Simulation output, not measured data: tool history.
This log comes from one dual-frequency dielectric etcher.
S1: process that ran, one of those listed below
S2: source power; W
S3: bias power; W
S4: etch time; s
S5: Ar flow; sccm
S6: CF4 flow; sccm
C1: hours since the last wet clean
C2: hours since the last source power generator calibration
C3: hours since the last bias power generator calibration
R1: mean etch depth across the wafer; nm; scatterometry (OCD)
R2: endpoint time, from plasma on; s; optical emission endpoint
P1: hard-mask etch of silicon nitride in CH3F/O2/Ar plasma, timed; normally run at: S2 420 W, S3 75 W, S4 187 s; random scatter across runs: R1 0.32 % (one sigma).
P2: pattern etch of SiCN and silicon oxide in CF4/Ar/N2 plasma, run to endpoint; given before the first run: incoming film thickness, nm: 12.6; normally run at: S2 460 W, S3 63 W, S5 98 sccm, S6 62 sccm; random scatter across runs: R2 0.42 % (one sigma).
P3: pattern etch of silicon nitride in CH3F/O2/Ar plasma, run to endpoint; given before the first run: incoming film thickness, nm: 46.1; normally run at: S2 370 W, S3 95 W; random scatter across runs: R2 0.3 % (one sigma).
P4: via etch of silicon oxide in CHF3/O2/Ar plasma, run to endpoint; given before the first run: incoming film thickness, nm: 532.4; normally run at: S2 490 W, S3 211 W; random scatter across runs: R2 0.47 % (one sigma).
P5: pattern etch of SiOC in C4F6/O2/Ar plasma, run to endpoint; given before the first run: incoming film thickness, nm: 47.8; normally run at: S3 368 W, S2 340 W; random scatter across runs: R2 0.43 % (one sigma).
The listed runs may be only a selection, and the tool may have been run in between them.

Run 1, hour 3.2: S1 P1, S2 420 W, S3 75 W, S4 187 s; C1 66.7; C2 1870.1; C3 1602.5. Result: R1 136.12 nm.
Run 2, hour 7.1: S1 P1, S2 420 W, S3 75 W, S4 103 s; C1 70.6; C2 1874; C3 1606.4. Result: R1 75.378 nm.
Run 3, hour 11.7: S1 P4, S2 490 W, S3 293 W; C1 75.2; C2 1878.6; C3 1611. Result: R2 244.52 s.
Run 4, hour 15.7: S1 P1, S2 420 W, S3 48 W, S4 187 s; C1 79.2; C2 1882.6; C3 1615. Result: R1 117.95 nm.
Run 5, hour 19.5: S1 P1, S2 520 W, S3 48 W, S4 187 s; C1 83; C2 1886.4; C3 1618.8. Result: R1 128.14 nm.
Run 6, hour 24.9: S1 P1, S2 420 W, S3 75 W, S4 187 s; C1 88.4; C2 1891.8; C3 1624.2. Result: R1 136.42 nm.
Run 7, hour 29.9: S1 P1, S2 420 W, S3 75 W, S4 187 s; C1 93.4; C2 1896.8; C3 1629.2. Result: R1 136.84 nm.
Run 8, hour 37: S1 P1, S2 580 W, S3 75 W, S4 187 s; C1 100.5; C2 1903.9; C3 1636.3. Result: R1 154.31 nm.
Run 9, hour 43.1: S1 P1, S2 420 W, S3 75 W, S4 187 s; C1 106.6; C2 1910; C3 1642.4. Result: R1 136.8 nm.
Run 10, hour 48.8: S1 P5, S2 340 W, S3 368 W; C1 112.3; C2 1915.7; C3 1648.1. Result: R2 18.878 s.
Run 11, hour 53.2: S1 P1, S2 320 W, S3 75 W, S4 103 s; C1 116.7; C2 1920.1; C3 1652.5. Result: R1 68.178 nm.
Run 12, hour 58.4: S1 P3, S2 370 W, S3 95 W; C1 121.9; C2 1925.3; C3 1657.7. Result: R2 63.081 s.
Run 13, hour 62: S1 P4, S2 630 W, S3 211 W; C1 125.5; C2 1928.9; C3 1661.3. Result: R2 250.77 s.
Run 14, hour 67: S1 P1, S2 420 W, S3 75 W, S4 236 s; C1 130.5; C2 1933.9; C3 1666.3. Result: R1 172.61 nm.
Run 15, hour 70.6: S1 P5, S2 340 W, S3 236 W; C1 134.1; C2 1937.5; C3 1669.9. Result: R2 21.978 s.
Run 16, hour 74.8: S1 P2, S2 300 W, S3 63 W, S5 98 sccm, S6 62 sccm; C1 138.3; C2 1941.7; C3 1674.1. Result: R2 21.674 s.
Run 17, hour 81.8: S1 P5, S2 450 W, S3 368 W; C1 145.3; C2 1948.7; C3 1681.1. Result: R2 16.875 s.
Run 18, hour 86.8: S1 P5, S2 340 W, S3 368 W; C1 150.3; C2 1953.7; C3 1686.1. Result: R2 18.649 s.
Run 19, hour 92.4: S1 P4, S2 490 W, S3 211 W; C1 155.9; C2 1959.3; C3 1691.7. Result: R2 276.73 s.
At hour 95: wet clean of the chamber.
Run 20, hour 96.4: S1 P1, S2 420 W, S3 100 W, S4 187 s; C1 1.4; C2 1963.3; C3 1695.7. Result: R1 151.91 nm.
Run 21, hour 99.5: S1 P3, S2 370 W, S3 130 W; C1 4.5; C2 1966.4; C3 1698.8. Result: R2 56.018 s.
Run 22, hour 104.4: S1 P3, S2 300 W, S3 95 W; C1 9.4; C2 1971.3; C3 1703.7. Result: R2 68.295 s.

Expected results for the next run?
Run 23, hour 108.6: S1 P1, S2 420 W, S3 75 W, S4 187 s; C1 13.6; C2 1975.5; C3 1707.9. Result: R1 ?.

R1: 135.92 nm
